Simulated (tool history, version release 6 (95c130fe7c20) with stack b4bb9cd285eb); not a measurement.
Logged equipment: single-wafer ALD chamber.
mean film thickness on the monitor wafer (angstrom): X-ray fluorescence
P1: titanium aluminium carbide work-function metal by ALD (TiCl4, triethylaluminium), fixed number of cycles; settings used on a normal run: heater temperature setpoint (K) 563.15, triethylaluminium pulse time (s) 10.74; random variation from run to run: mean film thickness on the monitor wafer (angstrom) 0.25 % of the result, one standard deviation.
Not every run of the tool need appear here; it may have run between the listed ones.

| run | day | heater temperature setpoint (K) | triethylaluminium pulse time (s) | hours since the last thermocouple change | hours since the last triethylaluminium bottle change | mean film thickness on the monitor wafer (angstrom) |
|---|---|---|---|---|---|---|
| 1 | 0.233 | 563.15 | 10.74 | 415.9 | 487.0 | 19.107 |
| 2 | 0.612 | 586.15 | 10.74 | 425.0 | 496.1 | 21.244 |
| 3 | 0.833 | 549.15 | 5.84 | 430.3 | 501.4 | 16.004 |
| 4 | 1.225 | 540.15 | 10.74 | 439.7 | 510.8 | 17.232 |
| 5 | 1.575 | 563.15 | 10.74 | 448.1 | 519.2 | 19.234 |
| 6 | 2.008 | 580.15 | 7.83 | 458.5 | 529.6 | 19.747 |
| 7 | 2.512 | 563.15 | 17.08 | 470.6 | 541.7 | 19.680 |
| 8 | 3.017 | 563.15 | 10.74 | 482.7 | 553.8 | 19.230 |
| 9 | 3.321 | 563.15 | 4.21 | 490.0 | 561.1 | 15.072 |
| 10 | 3.608 | 563.15 | 10.74 | 496.9 | 568.0 | 19.187 |
| 11 | 3.862 | 587.15 | 17.38 | 503.0 | 574.1 | 21.783 |
| 12 | 4.167 | 563.15 | 10.74 | 510.3 | 581.4 | 19.322 |
| 13 | 4.554 | 563.15 | 10.74 | 519.6 | 590.7 | 19.286 |
| 14 | 4.825 | 563.15 | 10.74 | 526.1 | 597.2 | 19.211 |
| 15 | 5.283 | 563.15 | 10.74 | 537.1 | 608.2 | 19.043 |
| 16 | 5.617 | 563.15 | 10.74 | 545.1 | 616.2 | 19.107 |
| 17 | 6.062 | 563.15 | 10.74 | 555.8 | 626.9 | 18.940 |
| 18 | 6.496 | 563.15 | 10.74 | 566.2 | 637.3 | 18.834 |
| 19 | 6.929 | 563.15 | 10.74 | 576.6 | 647.7 | 18.951 |
| 20 | 7.354 | 563.15 | 10.74 | 586.8 | 657.9 | 18.794 |
| 21 | 7.788 | 563.15 | 10.74 | 597.2 | 668.3 | 18.857 |
| 22 | 8.117 | 563.15 | 10.74 | 605.1 | 676.2 | 18.907 |

P1 no longer gives what it gave before; its output has crept away from where it was. The following 2 causes, each at its listed size, fit the log equally well:
A: triethylaluminium dose below that of a fresh bottle (%) = 14.8
B: wafer temperature below the value expected at the setpoint (K) = 4.1
The onset of the drift is placed at about day 4.825.

Below are 4 check runs, each on a single wafer, with their results shown as question marks. Which of them would tell the listed causes apart, meaning the causes would give clearly different results under it?
| check 1 | 8.446 | 585.15 | 10.74 |  |  | ? |
| check 2 | 8.446 | 550.15 | 10.74 |  |  | ? |
| check 3 | 8.446 | 563.15 | 6.36 |  |  | ? |
| check 4 | 8.446 | 543.15 | 10.74 |  |  | ? |

Expected result of each check under each candidate cause:
| check | result | if A | if B |
|---|---|---|---|
| check 1 | mean film thickness on the monitor wafer (angstrom) | 20.731 | 20.760 |
| check 2 | mean film thickness on the monitor wafer (angstrom) | 17.751 | 17.736 |
| check 3 | mean film thickness on the monitor wafer (angstrom) | 16.648 | 17.168 |
| check 4 | mean film thickness on the monitor wafer (angstrom) | 17.168 | 17.144 |
Per-check spread between the two closest causes, in the result where they differ most: check 1 0.14 %; check 2 0.09 %; check 3 3.08 %; check 4 0.14 %
Check 3 distinguishes between the causes, while the remaining checks would return nearly the same result for all of them.

Running check 3 produced the following: mean film thickness on the monitor wafer (angstrom) 16.649. Which one of the listed causes fits?

Of the candidate causes, it is A: triethylaluminium dose below that of a fresh bottle (%).
